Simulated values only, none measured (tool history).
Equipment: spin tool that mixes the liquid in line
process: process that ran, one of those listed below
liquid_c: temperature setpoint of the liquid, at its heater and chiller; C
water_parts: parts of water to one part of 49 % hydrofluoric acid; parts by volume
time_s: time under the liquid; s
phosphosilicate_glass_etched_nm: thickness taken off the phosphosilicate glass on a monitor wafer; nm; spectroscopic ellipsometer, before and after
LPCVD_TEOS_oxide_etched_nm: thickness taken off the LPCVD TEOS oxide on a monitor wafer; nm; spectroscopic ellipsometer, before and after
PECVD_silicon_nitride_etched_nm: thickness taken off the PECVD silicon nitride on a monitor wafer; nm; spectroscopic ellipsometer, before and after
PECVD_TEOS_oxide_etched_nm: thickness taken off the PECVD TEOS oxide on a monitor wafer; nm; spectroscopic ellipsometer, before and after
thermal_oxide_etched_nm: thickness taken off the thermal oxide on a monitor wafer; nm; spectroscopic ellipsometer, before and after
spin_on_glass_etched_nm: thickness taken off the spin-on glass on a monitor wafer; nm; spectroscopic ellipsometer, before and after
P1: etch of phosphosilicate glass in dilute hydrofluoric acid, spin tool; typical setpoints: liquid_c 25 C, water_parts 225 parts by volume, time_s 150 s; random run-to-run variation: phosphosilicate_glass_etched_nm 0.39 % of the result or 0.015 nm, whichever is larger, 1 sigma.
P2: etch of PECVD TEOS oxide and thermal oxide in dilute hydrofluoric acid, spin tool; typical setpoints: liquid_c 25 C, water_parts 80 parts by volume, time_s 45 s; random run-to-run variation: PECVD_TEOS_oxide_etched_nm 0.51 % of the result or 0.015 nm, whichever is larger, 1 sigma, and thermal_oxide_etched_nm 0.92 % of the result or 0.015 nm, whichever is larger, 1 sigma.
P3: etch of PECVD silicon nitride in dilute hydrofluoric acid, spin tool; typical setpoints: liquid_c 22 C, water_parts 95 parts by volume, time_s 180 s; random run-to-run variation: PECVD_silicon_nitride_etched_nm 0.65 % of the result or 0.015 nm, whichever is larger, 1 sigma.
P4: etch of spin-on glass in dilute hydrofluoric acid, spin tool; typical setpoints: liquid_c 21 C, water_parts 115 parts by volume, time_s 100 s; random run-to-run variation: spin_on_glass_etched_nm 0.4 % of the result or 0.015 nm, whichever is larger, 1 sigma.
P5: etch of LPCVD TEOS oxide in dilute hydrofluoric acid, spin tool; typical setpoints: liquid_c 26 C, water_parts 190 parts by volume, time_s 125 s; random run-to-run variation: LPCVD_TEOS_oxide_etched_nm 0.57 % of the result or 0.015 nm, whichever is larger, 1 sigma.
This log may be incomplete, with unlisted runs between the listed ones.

run	hour	process	liquid_c	water_parts	time_s	hours since the thermometer was replaced	hours since the hydrofluoric acid flow meter was replaced	phosphosilicate_glass_etched_nm	LPCVD_TEOS_oxide_etched_nm	PECVD_silicon_nitride_etched_nm	PECVD_TEOS_oxide_etched_nm	thermal_oxide_etched_nm	spin_on_glass_etched_nm
1	7.3	P1	25	225	150	668.9	291.1	47.946					
2	12.4	P1	25	225	150	674	296.2	48.16					
3	17.7	P1	17.5	225	150	679.3	301.5	36.433					
4	23.2	P1	30	345	150	684.8	307	32.823					
5	30.2	P1	25	140	150	691.8	314	85.325					
6	34.9	P1	25	225	285	696.5	318.7	91.978					
7	40.8	P1	25	225	150	702.4	324.6	48.232					
8	47.8	P1	25	380	150	709.4	331.6	24.681					
9	52.9	P1	25	225	150	714.5	336.7	48.483					
10	58.2	P5	20	190	125	719.8	342		16.107				
11	63.4	P3	17	95	180	725	347.2			3.0591			
12	70.2	P2	25	80	45	731.8	354				17.05	2.7072	
13	77.4	P3	22	40	180	739	361.2			9.8885			
14	83.8	P4	21	190	100	745.4	367.6						17.941
15	92	P5	26	55	125	753.6	375.8		82.354				
16	97.7	P1	28.5	225	150	759.3	381.5	54.482					
17	105.4	P1	25	225	150	767	389.2	48.297					
18	113.4	P5	26	190	70	775	397.2		11.166				
19	117.7	P4	21	115	100	779.3	401.5						32.132
20	124	P4	26	115	100	785.6	407.8						38.907
21	129.3	P1	25	225	150	790.9	413.1	48.3					
22	133.8	P2	33	80	45	795.4	417.6				23.032	3.7366	
23	142.7	P1	25	225	150	804.3	426.5	48.444					
24	146.7	P1	31.5	70	150	808.3	430.5	240.25					
25	152.9	P5	26	190	125	814.5	436.7		19.962				
26	160.6	P4	21	115	160	822.2	444.4						51.566
27	166.6	P3	22	95	80	828.2	450.4			1.9152			
28	173.1	P5	26	190	125	834.7	456.9		20.052				
29	180.8	P1	25	225	65	842.4	464.6	21.04					
30	186.2	P1	20	400	150	847.8	470	19.325					
31	192.4	P3	22	95	180	854	476.2			4.3043			
32	198.3	P2	25	45	45	859.9	482.1				31.739	5.0937	
33	207	P2	25	80	65	868.6	490.8				24.486	3.8977	
34	214.1	P2	25	80	45	875.7	497.9				16.921	2.6708	
35	218.1	P1	25	225	150	879.7	501.9	48.458					
36	226.9	P1	25	225	150	888.5	510.7	49.938					
37	232.6	P1	25	225	150	894.2	516.4	50.548					
38	240.9	P1	25	225	150	902.5	524.7	50.885					
39	245.5	P1	25	225	150	907.1	529.3	51.049					
40	249.9	P1	25	225	150	911.5	533.7	51.174					
41	254.9	P1	25	225	150	916.5	538.7	51.115					
42	260.3	P1	25	225	150	921.9	544.1	51.473					
43	268.2	P1	25	225	150	929.8	552	51.668					
44	273.1	P1	25	225	150	934.7	556.9	51.645					
45	279.8	P1	25	225	150	941.4	563.6	51.398					

What P1 gives has crept off from where it sat before. The 2 causes that follow fit the log equally well, each at the size noted:
A: hydrofluoric acid flow above the setpoint (%) = 5.37
B: liquid hotter than its thermometer reads (K) = 1.82
At approximately hour 218.1, the process output began to creep.

Below are 4 check runs, each on a single wafer, with their results shown as question marks. Which of them would tell the listed causes apart, meaning the causes would give clearly different results under it?
check 1	286.5	P4	21	185	100								?
check 2	286.5	P3	18	50	180					?			
check 3	286.5	P5	23	190	125				?				
check 4	286.5	P2	33	80	45						?	?	

If the cause were each of the candidates in turn, the checks would give the following:
check	result	if A	if B
check 1	spin_on_glass_etched_nm	19.681	19.828
check 2	PECVD_silicon_nitride_etched_nm	6.4008	6.9114
check 3	LPCVD_TEOS_oxide_etched_nm	19.14	19.239
check 4	PECVD_TEOS_oxide_etched_nm	24.481	24.686
check 4	thermal_oxide_etched_nm	3.9131	3.9459
How far apart the two closest causes lie, in the result that separates them most: check 1 0.75 %; check 2 7.67 %; check 3 0.51 %; check 4 0.83 %
Only in check 2 would the causes give clearly different results; in the remaining checks their results would be nearly the same.

Here is what check 2 returned: PECVD_silicon_nitride_etched_nm 6.3823 nm. Which cause is it?

A is the cause: hydrofluoric acid flow above the setpoint (%).

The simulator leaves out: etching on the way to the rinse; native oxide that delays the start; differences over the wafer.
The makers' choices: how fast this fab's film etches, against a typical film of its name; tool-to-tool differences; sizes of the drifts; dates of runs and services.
